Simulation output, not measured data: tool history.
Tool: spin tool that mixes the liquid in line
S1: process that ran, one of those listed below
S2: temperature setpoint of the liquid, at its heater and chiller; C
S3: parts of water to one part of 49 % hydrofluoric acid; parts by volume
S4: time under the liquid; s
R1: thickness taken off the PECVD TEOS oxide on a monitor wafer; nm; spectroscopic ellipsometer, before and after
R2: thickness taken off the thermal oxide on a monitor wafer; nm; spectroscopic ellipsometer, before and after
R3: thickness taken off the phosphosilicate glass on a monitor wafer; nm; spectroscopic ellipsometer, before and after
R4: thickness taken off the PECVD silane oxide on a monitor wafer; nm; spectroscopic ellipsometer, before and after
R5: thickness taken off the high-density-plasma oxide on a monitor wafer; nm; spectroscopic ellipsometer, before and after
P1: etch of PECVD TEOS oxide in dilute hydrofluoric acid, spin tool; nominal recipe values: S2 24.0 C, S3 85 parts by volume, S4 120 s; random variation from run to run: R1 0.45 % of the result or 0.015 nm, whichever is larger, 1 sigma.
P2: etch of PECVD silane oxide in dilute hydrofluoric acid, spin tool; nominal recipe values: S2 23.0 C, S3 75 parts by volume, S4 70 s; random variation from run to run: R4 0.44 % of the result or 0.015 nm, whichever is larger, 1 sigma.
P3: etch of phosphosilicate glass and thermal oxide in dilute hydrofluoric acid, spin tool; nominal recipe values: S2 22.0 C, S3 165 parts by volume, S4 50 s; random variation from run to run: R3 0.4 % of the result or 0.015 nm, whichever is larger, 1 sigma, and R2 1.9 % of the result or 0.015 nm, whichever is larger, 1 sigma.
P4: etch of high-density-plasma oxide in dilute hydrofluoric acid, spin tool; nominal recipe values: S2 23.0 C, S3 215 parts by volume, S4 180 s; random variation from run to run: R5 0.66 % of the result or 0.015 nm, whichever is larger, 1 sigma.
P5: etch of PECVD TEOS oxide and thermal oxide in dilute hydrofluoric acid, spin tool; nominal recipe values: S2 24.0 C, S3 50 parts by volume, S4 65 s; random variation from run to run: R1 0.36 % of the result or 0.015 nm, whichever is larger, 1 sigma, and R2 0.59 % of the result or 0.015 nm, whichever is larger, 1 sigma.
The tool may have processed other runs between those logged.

run     day  S1    S2   S3   S4        R1        R2       R3       R4      R5
  1   0.267  P1  24.0   85  120   31.5570
  2   0.604  P5  24.0   90   65   15.4230   3.35870
  3   0.883  P3  22.0  165   15             0.38452   4.9626
  4   1.317  P1  24.0   85  120   31.6680
  5   1.779  P2  23.0   75   15                                6.2893
  6   2.221  P2  30.0   75   70                               38.8440
  7   2.521  P5  24.0   50  115   51.6580  11.16100
  8   3.000  P4  23.0  215  180                                        3.6934
  9   3.350  P4  30.0  215  180                                        4.6995
 10   3.588  P2  23.0   40   70                               57.3220
 11   3.896  P5  31.0   50   65   38.6180   8.42000
 12   4.108  P1  24.0   85   25    6.6084
 13   4.562  P2  23.0   75   70                               29.4180
 14   4.804  P1  29.5   85  120   39.3930
 15   5.225  P1  24.0   85  120   31.8090
 16   5.483  P1  24.0  130  120   19.6470
 17   5.817  P4  23.0  215  180                                        3.7419
 18   6.083  P5  24.0   50   65   29.2570   6.41670
 19   6.425  P5  24.0   50   65   29.5410   6.27140
 20   6.796  P1  18.5   85  120   25.3890
 21   7.233  P2  23.0   75   70                               29.2750
 22   7.604  P3  22.0  165   50             1.25920  16.4510
 23   7.888  P1  24.0   25  120  117.0800
 24   8.325  P4  23.0  345  180                                        2.0459
 25   8.538  P1  24.0   85  190   50.2990
 26   8.862  P3  22.0   65   50             3.51370  47.2040
 27   9.096  P3  29.5  165   50             1.71400  21.8060
 28   9.379  P1  24.0  150   15    2.0740
 29   9.758  P4  23.0  215  295                                        6.0716
 30  10.012  P1  24.0   85  120   31.6510
 31  10.312  P1  24.0   85  120   31.6700
 32  10.779  P1  24.0   85  120   31.4670
 33  11.250  P1  24.0   85  120   31.6530
 34  11.488  P1  24.0   85  120   31.0190
 35  11.917  P1  24.0   85  120   30.2800
 36  12.262  P1  24.0   85  120   29.8130
 37  12.604  P1  24.0   85  120   29.6840
 38  13.075  P1  24.0   85  120   29.5400
 39  13.438  P1  24.0   85  120   29.3440
 40  13.767  P1  24.0   85  120   29.2280
 41  13.975  P1  24.0   85  120   29.3640
 42  14.279  P1  24.0   85  120   28.9750
 43  14.525  P1  24.0   85  120   29.3110
 44  14.821  P1  24.0   85  120   29.0750

Compared with where it was, what P1 gives has crept away. Each cause listed below fits the log as well as the rest, at the size given for it:
A: hydrofluoric acid flow below the setpoint (%) = 7
B: liquid colder than its thermometer reads (K) = 2
At approximately day 11.250, the process output began to creep.

The list below offers 4 check runs, each averaging the results of 5 wafers, and shows each result as a question mark. For which of them would the listed causes give clearly different results?
check 1  15.117  P5  28.0   50   65   ?   ?
check 2  15.117  P3  22.0   80   25       ?   ?
check 3  15.117  P2  26.5   75   70               ?
check 4  15.117  P4  29.0  305  180                   ?

If the cause were each of the candidates in turn, the checks would give the following:
  check  result     if A     if B
check 1      R1  31.7990  31.7240
check 1      R2  6.91550  6.89910
check 2      R2  1.33220  1.32860
check 2      R3  17.2960  17.2490
check 3      R4  31.1150  31.1320
check 4      R5   2.6572   2.7411
Separation of the two closest causes in each check, using whichever result separates them best: check 1 0.24 %; check 2 0.27 %; check 3 0.06 %; check 4 3.11 %
The other checks would show nearly matching results whichever cause is true, so check 4 is the only one that separates the causes.

Running check 4 produced the following: R5 2.6623 nm. Which one of the listed causes fits?

The cause is A: hydrofluoric acid flow below the setpoint (%).

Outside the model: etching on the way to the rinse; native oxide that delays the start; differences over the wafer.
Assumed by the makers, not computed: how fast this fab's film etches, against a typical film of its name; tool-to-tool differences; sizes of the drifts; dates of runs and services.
